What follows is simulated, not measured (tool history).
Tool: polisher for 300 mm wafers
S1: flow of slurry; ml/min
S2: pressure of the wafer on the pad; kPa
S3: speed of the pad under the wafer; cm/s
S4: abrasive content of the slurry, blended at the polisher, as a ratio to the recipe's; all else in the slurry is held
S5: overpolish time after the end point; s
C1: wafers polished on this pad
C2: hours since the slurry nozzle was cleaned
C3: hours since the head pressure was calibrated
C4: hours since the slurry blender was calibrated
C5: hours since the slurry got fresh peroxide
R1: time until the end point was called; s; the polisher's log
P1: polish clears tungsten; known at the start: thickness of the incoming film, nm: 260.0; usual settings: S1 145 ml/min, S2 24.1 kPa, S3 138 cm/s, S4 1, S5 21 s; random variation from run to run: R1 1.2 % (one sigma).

run 1 hour=6 | S1=145 S2=24.1 S3=138 S4=1 S5=21 | C1=228 C2=318.5 C3=187.9 C4=54.1 C5=141.4 | R1=46.208
run 2 hour=9.8 | S1=145 S2=24.1 S3=138 S4=1 S5=9 | C1=267 C2=322.3 C3=191.7 C4=57.9 C5=145.2 | R1=45.65
run 3 hour=15 | S1=185 S2=24.1 S3=138 S4=1 S5=21 | C1=322 C2=327.5 C3=196.9 C4=63.1 C5=150.4 | R1=43.931
run 4 hour=19.2 | S1=145 S2=24.1 S3=138 S4=0.6 S5=21 | C1=366 C2=331.7 C3=201.1 C4=67.3 C5=154.6 | R1=52.338
run 5 hour=23.7 | S1=145 S2=24.1 S3=138 S4=1 S5=21 | C1=413 C2=336.2 C3=205.6 C4=71.8 C5=159.1 | R1=46.281
run 6 hour=30.7 | S1=145 S2=24.1 S3=192 S4=1 S5=21 | C1=487 C2=343.2 C3=212.6 C4=78.8 C5=166.1 | R1=32.926
run 7 hour=35 | S1=145 S2=24.1 S3=138 S4=1 S5=21 | C1=532 C2=347.5 C3=216.9 C4=83.1 C5=170.4 | R1=47.199
run 8 hour=41.1 | S1=145 S2=24.1 S3=138 S4=1 S5=21 | C1=596 C2=353.6 C3=223 C4=89.2 C5=176.5 | R1=45.274
run 9 hour=48 | S1=85 S2=24.1 S3=138 S4=1 S5=21 | C1=668 C2=360.5 C3=229.9 C4=96.1 C5=183.4 | R1=52.516
-- hour=54 slurry tank refilled with fresh slurry and peroxide
run 10 hour=54.3 | S1=145 S2=24.1 S3=138 S4=1 S5=21 | C1=735 C2=366.8 C3=236.2 C4=102.4 C5=0.4 | R1=46.342
run 11 hour=58.4 | S1=145 S2=24.1 S3=138 S4=1.4 S5=21 | C1=778 C2=370.9 C3=240.3 C4=106.5 C5=4.5 | R1=42.899
-- hour=61 slurry blender recalibrated
run 12 hour=62.4 | S1=145 S2=15.2 S3=138 S4=1 S5=21 | C1=820 C2=374.9 C3=244.3 C4=1.4 C5=8.5 | R1=74.023
run 13 hour=70.1 | S1=110 S2=24.1 S3=138 S4=0.75 S5=21 | C1=900 C2=382.6 C3=252 C4=9.1 C5=16.2 | R1=53.186
run 14 hour=76.8 | S1=145 S2=37.9 S3=138 S4=1 S5=21 | C1=971 C2=389.3 C3=258.7 C4=15.8 C5=22.9 | R1=28.955
run 15 hour=83.3 | S1=145 S2=24.1 S3=64 S4=1 S5=21 | C1=1039 C2=395.8 C3=265.2 C4=22.3 C5=29.4 | R1=100.08
run 16 hour=87.4 | S1=145 S2=24.1 S3=138 S4=1 S5=35 | C1=1082 C2=399.9 C3=269.3 C4=26.4 C5=33.5 | R1=46.583
run 17 hour=94.2 | S1=145 S2=24.1 S3=138 S4=1 S5=21 | C1=1154 C2=406.7 C3=276.1 C4=33.2 C5=40.3 | R1=46.694
run 18 hour=98.4 | S1=145 S2=24.1 S3=138 S4=1 S5=21 | C1=1198 C2=410.9 C3=280.3 C4=37.4 C5=44.5 | R1=46.163
run 19 hour=103.9 | S1=145 S2=24.1 S3=138 S4=1 S5=21 | C1=1255 C2=416.4 C3=285.8 C4=42.9 C5=50 | R1=48.091
run 20 hour=108.6 | S1=145 S2=24.1 S3=138 S4=1 S5=21 | C1=1305 C2=421.1 C3=290.5 C4=47.6 C5=54.7 | R1=49.059
run 21 hour=112.9 | S1=145 S2=24.1 S3=138 S4=1 S5=21 | C1=1350 C2=425.4 C3=294.8 C4=51.9 C5=59 | R1=48.623
run 22 hour=119.4 | S1=145 S2=24.1 S3=138 S4=1 S5=21 | C1=1418 C2=431.9 C3=301.3 C4=58.4 C5=65.5 | R1=49.285
run 23 hour=124.7 | S1=145 S2=24.1 S3=138 S4=1 S5=21 | C1=1474 C2=437.2 C3=306.6 C4=63.7 C5=70.8 | R1=49.157
-- hour=126.5 head pressure recalibrated
-- hour=127.7 slurry blender recalibrated
run 24 hour=132.2 | S1=145 S2=24.1 S3=138 S4=1 S5=21 | C1=1552 C2=444.7 C3=5.7 C4=4.5 C5=78.3 | R1=50.381
run 25 hour=138 | S1=145 S2=24.1 S3=138 S4=1 S5=21 | C1=1613 C2=450.5 C3=11.5 C4=10.3 C5=84.1 | R1=51.021
-- hour=140.3 worn pad replaced by a new one
run 26 hour=144.1 | S1=145 S2=24.1 S3=138 S4=1 S5=21 | C1=40 C2=456.6 C3=17.6 C4=16.4 C5=90.2 | R1=50.394
run 27 hour=150.7 | S1=145 S2=24.1 S3=138 S4=1 S5=21 | C1=110 C2=463.2 C3=24.2 C4=23 C5=96.8 | R1=51.244
run 28 hour=154.7 | S1=145 S2=24.1 S3=138 S4=1 S5=21 | C1=152 C2=467.2 C3=28.2 C4=27 C5=100.8 | R1=49.907

What P1 gives has crept away from where it was. These 2 causes fit the log equally well, each at the size given:
A: peroxide lost from the slurry, % = 21.5
B: slurry flow missing at the pad, % = 35.2
The creep began at about hour 98.4.
Why every other cause is out:
removal rate lost through wear of the pad, %: serviced at hour 140.3, which brought nothing back
head's pressure below its setpoint, %: serviced at hour 126.5, which brought nothing back
abrasive missing from the slurry, %: serviced at hour 127.7, which brought nothing back

4 check runs are offered, each on 3 wafers whose results are averaged, their results left as question marks. Which one tells the causes apart?
run check 1 hour=158.7 | S1=145 S2=29.6 S3=138 S4=1 S5=21 | R1=?
run check 2 hour=158.7 | S1=145 S2=35.2 S3=68 S4=1 S5=21 | R1=?
run check 3 hour=158.7 | S1=85 S2=16.5 S3=138 S4=1 S5=21 | R1=?
run check 4 hour=158.7 | S1=145 S2=24.1 S3=186 S4=0.65 S5=21 | R1=?

What each check would give under each cause:
check=check_1 result=R1 if_A=41.33 if_B=41.325
check=check_2 result=R1 if_A=70.719 if_B=70.71
check=check_3 result=R1 if_A=83.665 if_B=88.431
check=check_4 result=R1 if_A=41.624 if_B=41.619
How far apart the two closest causes lie, in the result that separates them most: check 1 0.01 %; check 2 0.01 %; check 3 5.54 %; check 4 0.01 %
Check 3 tells the causes apart: in the others they would give nearly the same result.

Check 3 was then run and gave: R1 83.619 s. Which cause is it?

It is A: peroxide lost from the slurry, %.
